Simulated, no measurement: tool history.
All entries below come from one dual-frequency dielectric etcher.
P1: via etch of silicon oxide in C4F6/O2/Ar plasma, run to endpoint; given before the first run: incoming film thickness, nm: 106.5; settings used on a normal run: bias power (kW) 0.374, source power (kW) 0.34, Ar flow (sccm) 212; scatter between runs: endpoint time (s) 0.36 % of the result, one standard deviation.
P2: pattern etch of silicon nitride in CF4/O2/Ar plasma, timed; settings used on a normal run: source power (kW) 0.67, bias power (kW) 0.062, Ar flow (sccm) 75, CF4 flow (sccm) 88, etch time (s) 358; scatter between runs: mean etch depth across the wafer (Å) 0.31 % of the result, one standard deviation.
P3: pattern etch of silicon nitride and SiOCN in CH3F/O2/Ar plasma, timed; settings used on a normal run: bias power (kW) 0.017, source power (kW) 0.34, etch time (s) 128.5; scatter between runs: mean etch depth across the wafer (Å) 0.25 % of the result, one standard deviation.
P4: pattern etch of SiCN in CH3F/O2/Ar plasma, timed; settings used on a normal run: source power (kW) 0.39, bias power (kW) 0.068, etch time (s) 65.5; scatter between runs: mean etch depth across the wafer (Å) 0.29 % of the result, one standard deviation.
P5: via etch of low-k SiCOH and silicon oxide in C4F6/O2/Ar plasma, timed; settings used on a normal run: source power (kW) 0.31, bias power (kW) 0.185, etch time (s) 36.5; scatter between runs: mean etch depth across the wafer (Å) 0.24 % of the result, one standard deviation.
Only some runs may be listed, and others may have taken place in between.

run,hour,process that ran,bias power (kW),source power (kW),Ar flow (sccm),CF4 flow (sccm),etch time (s),hours since the last wet clean,hours since the last bias power generator calibration,hours since the last source power generator calibration,hours since the last Ar flow controller change,endpoint time (s),mean etch depth across the wafer (Å)
1,7.3,P1,0.374,0.34,212,,,196.3,333,507.3,2764.3,26.114,
2,18.4,P2,0.062,0.67,75,88,358,207.4,344.1,518.4,2775.4,,9838.7
3,25.7,P5,0.185,0.31,,,20,214.7,351.4,525.7,2782.7,,477.71
4,34.9,P3,0.014,0.34,,,128.5,223.9,360.6,534.9,2791.9,,137.3
5,41.6,P2,0.062,0.67,75,105,358,230.6,367.3,541.6,2798.6,,10005
6,51.4,P4,0.068,0.39,,,65.5,240.4,377.1,551.4,2808.4,,244.1
7,59.8,P5,0.139,0.31,,,36.5,248.8,385.5,559.8,2816.8,,796.82
8,70.2,P1,0.506,0.34,212,,,259.2,395.9,570.2,2827.2,23.392,
9,82.7,P1,0.374,0.34,212,,,271.7,408.4,582.7,2839.7,25.974,
10,89.1,P2,0.062,0.67,75,88,240,278.1,414.8,589.1,2846.1,,6591.6
11,95.8,P4,0.068,0.39,,,39.5,284.8,421.5,595.8,2852.8,,147.02
12,106.5,P2,0.062,0.67,75,88,358,295.5,432.2,606.5,2863.5,,9891.5
13,112.4,P1,0.284,0.44,212,,,301.4,438.1,612.4,2869.4,25.91,
14,122.8,P1,0.374,0.34,212,,,311.8,448.5,622.8,2879.8,25.903,
# hour 124.4: wet clean of the chamber
15,130.3,P3,0.017,0.34,,,96.5,5.9,456,630.3,2887.3,,111.3
16,138.8,P3,0.017,0.34,,,128.5,14.4,464.5,638.8,2895.8,,148.53
17,147.3,P1,0.374,0.43,212,,,22.9,473,647.3,2904.3,23.974,
18,155.4,P4,0.068,0.53,,,65.5,31,481.1,655.4,2912.4,,273.54
19,161.8,P3,0.017,0.45,,,128.5,37.4,487.5,661.8,2918.8,,164.2
20,174.9,P5,0.185,0.31,,,36.5,50.5,500.6,674.9,2931.9,,873.42
21,180.8,P5,0.185,0.31,,,36.5,56.4,506.5,680.8,2937.8,,872.98
22,189.8,P4,0.085,0.39,,,65.5,65.4,515.5,689.8,2946.8,,265.98
# hour 196.8: Ar flow controller replaced
23,202.7,P1,0.242,0.34,212,,,78.3,528.4,702.7,6,30.199,
24,213.3,P2,0.048,0.67,75,88,358,88.9,539,713.3,16.6,,8977.7
25,220.2,P2,0.062,0.45,75,88,358,95.8,545.9,720.2,23.5,,7013.1
26,227.2,P1,0.374,0.25,212,,,102.8,552.9,727.2,30.5,29.1,
27,236.2,P1,0.374,0.34,212,,,111.8,561.9,736.2,39.5,26.127,
28,243,P1,0.374,0.34,281,,,118.6,568.7,743,46.3,26.8,
29,253.3,P5,0.185,0.37,,,36.5,128.9,579,753.3,56.6,,933.53
30,260.8,P2,0.062,0.67,105,88,358,136.4,586.5,760.8,64.1,,9467.5
31,271.3,P1,0.374,0.34,159,,,146.9,597,771.3,74.6,24.946,
32,280.1,P4,0.068,0.39,,,65.5,155.7,605.8,780.1,83.4,,244.56
33,291.1,P1,0.374,0.34,212,,,166.7,616.8,791.1,94.4,26.144,
34,304.2,P1,0.374,0.34,212,,,179.8,629.9,804.2,107.5,26.112,
35,312.1,P1,0.374,0.34,212,,,187.7,637.8,812.1,115.4,26.213,
36,324,P1,0.374,0.34,212,,,199.6,649.7,824,127.3,26.242,
# hour 325.9: wet clean of the chamber
37,336.7,P1,0.374,0.34,212,,,10.8,662.4,836.7,140,26.319,
38,349.2,P1,0.374,0.34,212,,,23.3,674.9,849.2,152.5,26.371,
39,359.9,P1,0.374,0.34,212,,,34,685.6,859.9,163.2,26.537,
40,369.3,P1,0.374,0.34,212,,,43.4,695,869.3,172.6,26.536,
41,377.5,P1,0.374,0.34,212,,,51.6,703.2,877.5,180.8,26.418,
42,385.5,P1,0.374,0.34,212,,,59.6,711.2,885.5,188.8,26.425,

Something has made what P1 gives creep away from where it was; the 2 causes below, each at its own stated size, fit the log equally well:
A: bias power that arrives under what is set, % = 4.83
B: source power that arrives under what is set, % = 4.66
Creep in the process output first set in at about hour 291.1.
Every other cause this tool's parts could produce, and why it does not fit the log:
chamber walls in a state that lowers the etch rate, %: maintenance at hour 325.9, after the shift began, did not return the process to its former output
Ar flow that arrives over what is set, %: at its largest 8, which would move endpoint time (s) by +0.9 %, too little to match the creep or of the wrong sign

Question marks stand in for the results of the 4 check runs listed below, each run on one wafer. Under which run would the listed causes show clearly different results?
check 1,393.5,P4,0.068,0.39,,,65.5,,,,,,?
check 2,393.5,P2,0.062,0.67,75,88,358,,,,,,?
check 3,393.5,P5,0.185,0.31,,,36.5,,,,,,?
check 4,393.5,P3,0.017,0.34,,,128.5,,,,,,?

What every check run would give for each of its results, assuming each possible cause in turn:
check,result,if A,if B
check 1,mean etch depth across the wafer (Å),240.06,239.88
check 2,mean etch depth across the wafer (Å),9676.6,9456
check 3,mean etch depth across the wafer (Å),857.93,855.79
check 4,mean etch depth across the wafer (Å),145.61,146.21
Per-check spread between the two closest causes, in the result where they differ most: check 1 0.08 %; check 2 2.31 %; check 3 0.25 %; check 4 0.41 %
Only in check 2 would the causes give clearly different results; in the remaining checks their results would be nearly the same.

Check 2 was carried out, with these results: mean etch depth across the wafer (Å) 9664.8. Which of the listed causes is responsible?

A is the cause: bias power that arrives under what is set, %.
